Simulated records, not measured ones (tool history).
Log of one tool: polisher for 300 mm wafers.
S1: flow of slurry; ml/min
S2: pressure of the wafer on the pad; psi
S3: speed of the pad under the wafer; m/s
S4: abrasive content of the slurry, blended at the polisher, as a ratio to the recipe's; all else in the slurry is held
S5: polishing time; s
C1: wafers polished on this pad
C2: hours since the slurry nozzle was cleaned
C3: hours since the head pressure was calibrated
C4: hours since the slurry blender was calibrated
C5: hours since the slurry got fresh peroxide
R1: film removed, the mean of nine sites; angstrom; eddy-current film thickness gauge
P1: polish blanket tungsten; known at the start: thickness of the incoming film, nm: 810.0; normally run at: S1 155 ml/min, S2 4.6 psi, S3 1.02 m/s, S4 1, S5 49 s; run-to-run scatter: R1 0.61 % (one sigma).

{"run": 1, "hour": 5.7, "S1": 155, "S2": 4.6, "S3": 1.02, "S4": 1, "S5": 49, "C1": 261, "C2": 209.4, "C3": 137.6, "C4": 109.1, "C5": 84.6, "R1": 2531.8}
{"run": 2, "hour": 10.3, "S1": 155, "S2": 4.6, "S3": 0.72, "S4": 1, "S5": 31, "C1": 330, "C2": 214, "C3": 142.2, "C4": 113.7, "C5": 89.2, "R1": 1126.3}
{"run": 3, "hour": 14.1, "S1": 155, "S2": 4.6, "S3": 0.58, "S4": 1, "S5": 49, "C1": 387, "C2": 217.8, "C3": 146, "C4": 117.5, "C5": 93, "R1": 1447.4}
{"run": 4, "hour": 18.6, "S1": 155, "S2": 4.6, "S3": 1.02, "S4": 1, "S5": 49, "C1": 454, "C2": 222.3, "C3": 150.5, "C4": 122, "C5": 97.5, "R1": 2536.7}
{"run": 5, "hour": 23.8, "S1": 155, "S2": 4.6, "S3": 1.02, "S4": 1, "S5": 49, "C1": 532, "C2": 227.5, "C3": 155.7, "C4": 127.2, "C5": 102.7, "R1": 2559}
{"run": 6, "hour": 27.3, "S1": 155, "S2": 4.6, "S3": 1.02, "S4": 1, "S5": 49, "C1": 584, "C2": 231, "C3": 159.2, "C4": 130.7, "C5": 106.2, "R1": 2516.8}
{"run": 7, "hour": 33.5, "S1": 155, "S2": 4.6, "S3": 1.02, "S4": 1, "S5": 49, "C1": 676, "C2": 237.2, "C3": 165.4, "C4": 136.9, "C5": 112.4, "R1": 2536.9}
{"hour": 34.7, "done": "head pressure recalibrated"}
{"run": 8, "hour": 36.5, "S1": 155, "S2": 4.6, "S3": 1.6, "S4": 1, "S5": 49, "C1": 721, "C2": 240.2, "C3": 1.8, "C4": 139.9, "C5": 115.4, "R1": 3992.9}
{"run": 9, "hour": 41.7, "S1": 95, "S2": 4.6, "S3": 1.02, "S4": 1, "S5": 49, "C1": 799, "C2": 245.4, "C3": 7, "C4": 145.1, "C5": 120.6, "R1": 2286.4}
{"run": 10, "hour": 46.6, "S1": 155, "S2": 4.6, "S3": 1.02, "S4": 0.5, "S5": 49, "C1": 872, "C2": 250.3, "C3": 11.9, "C4": 150, "C5": 125.5, "R1": 2177}
{"run": 11, "hour": 50.3, "S1": 155, "S2": 4.6, "S3": 1.02, "S4": 1, "S5": 65, "C1": 927, "C2": 254, "C3": 15.6, "C4": 153.7, "C5": 129.2, "R1": 3372.1}
{"run": 12, "hour": 55.9, "S1": 155, "S2": 6.9, "S3": 1.02, "S4": 1, "S5": 49, "C1": 1011, "C2": 259.6, "C3": 21.2, "C4": 159.3, "C5": 134.8, "R1": 3821.1}
{"hour": 58.0, "done": "slurry nozzle cleaned"}
{"run": 13, "hour": 62.1, "S1": 155, "S2": 2.5, "S3": 1.02, "S4": 1, "S5": 49, "C1": 1104, "C2": 4.1, "C3": 27.4, "C4": 165.5, "C5": 141, "R1": 1381}
{"run": 14, "hour": 64.9, "S1": 155, "S2": 4.6, "S3": 1.02, "S4": 1, "S5": 49, "C1": 1145, "C2": 6.9, "C3": 30.2, "C4": 168.3, "C5": 143.8, "R1": 2553.5}
{"run": 15, "hour": 68.5, "S1": 155, "S2": 4.6, "S3": 1.02, "S4": 1.45, "S5": 49, "C1": 1199, "C2": 10.5, "C3": 33.8, "C4": 171.9, "C5": 147.4, "R1": 2743.1}
{"run": 16, "hour": 72.6, "S1": 155, "S2": 4.6, "S3": 1.02, "S4": 1, "S5": 23, "C1": 1260, "C2": 14.6, "C3": 37.9, "C4": 176, "C5": 151.5, "R1": 1198.8}
{"run": 17, "hour": 78.8, "S1": 230, "S2": 4.6, "S3": 1.02, "S4": 1, "S5": 49, "C1": 1353, "C2": 20.8, "C3": 44.1, "C4": 182.2, "C5": 157.7, "R1": 2658.2}
{"run": 18, "hour": 83.8, "S1": 155, "S2": 4.6, "S3": 1.02, "S4": 1, "S5": 49, "C1": 1428, "C2": 25.8, "C3": 49.1, "C4": 187.2, "C5": 162.7, "R1": 2573.9}
{"run": 19, "hour": 89.8, "S1": 155, "S2": 4.6, "S3": 1.02, "S4": 1, "S5": 49, "C1": 1517, "C2": 31.8, "C3": 55.1, "C4": 193.2, "C5": 168.7, "R1": 2450.7}
{"run": 20, "hour": 93.4, "S1": 155, "S2": 4.6, "S3": 1.02, "S4": 1, "S5": 49, "C1": 1571, "C2": 35.4, "C3": 58.7, "C4": 196.8, "C5": 172.3, "R1": 2430.5}
{"run": 21, "hour": 96.5, "S1": 155, "S2": 4.6, "S3": 1.02, "S4": 1, "S5": 49, "C1": 1617, "C2": 38.5, "C3": 61.8, "C4": 199.9, "C5": 175.4, "R1": 2401}
{"hour": 99.5, "done": "slurry tank refilled with fresh slurry and peroxide"}
{"run": 22, "hour": 101.4, "S1": 155, "S2": 4.6, "S3": 1.02, "S4": 1, "S5": 49, "C1": 1690, "C2": 43.4, "C3": 66.7, "C4": 204.8, "C5": 1.9, "R1": 2381}
{"hour": 105.0, "done": "slurry blender recalibrated"}
{"run": 23, "hour": 105.0, "S1": 155, "S2": 4.6, "S3": 1.02, "S4": 1, "S5": 49, "C1": 1744, "C2": 47, "C3": 70.3, "C4": 0, "C5": 5.5, "R1": 2361.4}
{"run": 24, "hour": 107.8, "S1": 155, "S2": 4.6, "S3": 1.02, "S4": 1, "S5": 49, "C1": 1786, "C2": 49.8, "C3": 73.1, "C4": 2.8, "C5": 8.3, "R1": 2356.1}
{"hour": 107.9, "done": "head pressure recalibrated"}
{"run": 25, "hour": 113.6, "S1": 155, "S2": 4.6, "S3": 1.02, "S4": 1, "S5": 49, "C1": 1873, "C2": 55.6, "C3": 5.8, "C4": 8.6, "C5": 14.1, "R1": 2380.9}
{"run": 26, "hour": 116.8, "S1": 155, "S2": 4.6, "S3": 1.02, "S4": 1, "S5": 49, "C1": 1920, "C2": 58.8, "C3": 9, "C4": 11.8, "C5": 17.3, "R1": 2342.3}
{"run": 27, "hour": 120.9, "S1": 155, "S2": 4.6, "S3": 1.02, "S4": 1, "S5": 49, "C1": 1982, "C2": 62.9, "C3": 13.1, "C4": 15.9, "C5": 21.4, "R1": 2339.1}

What P1 gives has crept away from where it was. These 2 causes fit the log equally well, each at the size given:
A: slurry flow missing at the pad, % = 30.6
B: removal rate lost through wear of the pad, % = 7.07
The creep began at about hour 83.8.
Why every other cause is out:
head's pressure below its setpoint, %: serviced at hour 107.9, which brought nothing back
abrasive missing from the slurry, %: serviced at hour 105, which brought nothing back
peroxide lost from the slurry, %: serviced at hour 99.5, which brought nothing back

4 check runs are offered, each on 2 wafers whose results are averaged, their results left as question marks. Which one tells the causes apart?
{"run": "check 1", "hour": 125.0, "S1": 155, "S2": 2.5, "S3": 1.02, "S4": 1, "S5": 49, "R1": "?"}
{"run": "check 2", "hour": 125.0, "S1": 155, "S2": 2.8, "S3": 1.02, "S4": 1, "S5": 49, "R1": "?"}
{"run": "check 3", "hour": 125.0, "S1": 95, "S2": 3.4, "S3": 1.02, "S4": 1, "S5": 49, "R1": "?"}
{"run": "check 4", "hour": 125.0, "S1": 155, "S2": 4.6, "S3": 1.02, "S4": 1.35, "S5": 49, "R1": "?"}

What each check would give under each cause:
check=check_1 result=R1 if_A=1280.3 if_B=1280.1
check=check_2 result=R1 if_A=1433.9 if_B=1433.8
check=check_3 result=R1 if_A=1508.3 if_B=1568.8
check=check_4 result=R1 if_A=2531.6 if_B=2531.3
How far apart the two closest causes lie, in the result that separates them most: check 1 0.01 %; check 2 0.01 %; check 3 3.93 %; check 4 0.01 %
Only check 3 tells the causes apart: in the others they would give nearly the same result.

Then check 3 was run and gave: R1 1501.4 angstrom. Which cause is it?

It is A: slurry flow missing at the pad, %.
